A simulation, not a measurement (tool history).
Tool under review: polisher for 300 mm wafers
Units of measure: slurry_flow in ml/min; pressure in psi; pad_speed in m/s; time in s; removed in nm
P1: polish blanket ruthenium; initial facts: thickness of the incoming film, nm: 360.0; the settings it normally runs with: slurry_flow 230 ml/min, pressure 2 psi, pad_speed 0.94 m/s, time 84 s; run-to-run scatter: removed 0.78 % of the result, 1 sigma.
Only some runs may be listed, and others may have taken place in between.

run,hour,slurry_flow,pressure,pad_speed,time,wafers polished on this pad,hours since the slurry nozzle was cleaned,hours since the head pressure was calibrated,removed
1,9.1,230,2,0.94,84,585,220,492.2,111.86
2,19.6,230,2,0.94,110,687,230.5,502.7,146.39
3,27.5,355,1.5,0.94,84,764,238.4,510.6,86.236
4,39,230,1,0.94,84,877,249.9,522.1,54.473
5,48.8,230,2,0.94,84,972,259.7,531.9,108.58
6,56.9,140,2,0.58,84,1052,267.8,540,62.775
7,65.1,230,3.1,0.94,84,1132,276,548.2,171.2
8,73.7,230,2,0.94,54,1216,284.6,556.8,71.391
9,83.6,230,2,0.94,84,1312,294.5,566.7,111.28
10,92.4,230,2,0.94,84,1398,303.3,575.5,111.15
11,104.8,360,2,0.94,84,1519,315.7,587.9,114.16
12,115.7,140,2.6,0.94,84,1626,326.6,598.8,133.05
13,128.1,140,2,0.94,84,1747,339,611.2,102.42
14,139.9,230,2,1.48,84,1862,350.8,623,174.7
15,147.3,230,2,0.54,84,1935,358.2,630.4,63.116
16,159.3,230,2,0.94,84,2052,370.2,642.4,109.85
17,169.7,230,2,0.94,84,2153,380.6,652.8,111.07
18,180.4,230,2,0.94,84,2258,391.3,663.5,108.12
19,187.7,230,2,0.94,84,2329,398.6,670.8,105.07
20,196.5,230,2,0.94,84,2415,407.4,679.6,105.74
21,205.4,230,2,0.94,84,2502,416.3,688.5,104.72
# hour 206.1: head pressure recalibrated
22,212.3,230,2,0.94,84,2570,423.2,6.2,104.29
23,224.2,230,2,0.94,84,2686,435.1,18.1,103.41
24,235.1,230,2,0.94,84,2792,446,29,104.07
25,246.5,230,2,0.94,84,2904,457.4,40.4,102.52
26,253.5,230,2,0.94,84,2972,464.4,47.4,103.07
27,259,230,2,0.94,84,3026,469.9,52.9,102.48

Compared with where it was, what P1 gives has crept away. Each cause listed below fits the log as well as the rest, at the size given for it:
A: removal rate lost through wear of the pad, % = 7.17
B: slurry flow missing at the pad, % = 39.6
The gradual shift began around hour 169.7.
Other possible causes, and why each is ruled out:
head's pressure below its setpoint, %: serviced after onset, at hour 206.1, with no recovery of the prior output

Consider the 4 check runs below, whose results appear as question marks and each of which averages 2 wafers. Which one distinguishes the causes, in that each cause would give it a clearly different result?
check 1,264.5,230,3,0.94,84,,,,?
check 2,264.5,145,2,0.94,84,,,,?
check 3,264.5,230,2.7,0.94,84,,,,?
check 4,264.5,230,1,0.94,84,,,,?

What each check would give under each cause:
check,result,if A,if B
check 1,removed,153.71,153.7
check 2,removed,95.862,92.184
check 3,removed,138.34,138.33
check 4,removed,51.235,51.234
Distance between the nearest two causes, measured in the result of the check that separates them most: check 1 0 %; check 2 3.91 %; check 3 0 %; check 4 0 %
Check 2 tells the causes apart: in the others they would give nearly the same result.

With check 2 done, the readings were: removed 91.392 nm. Identify which of the listed causes applies.

It was cause B: slurry flow missing at the pad, %.
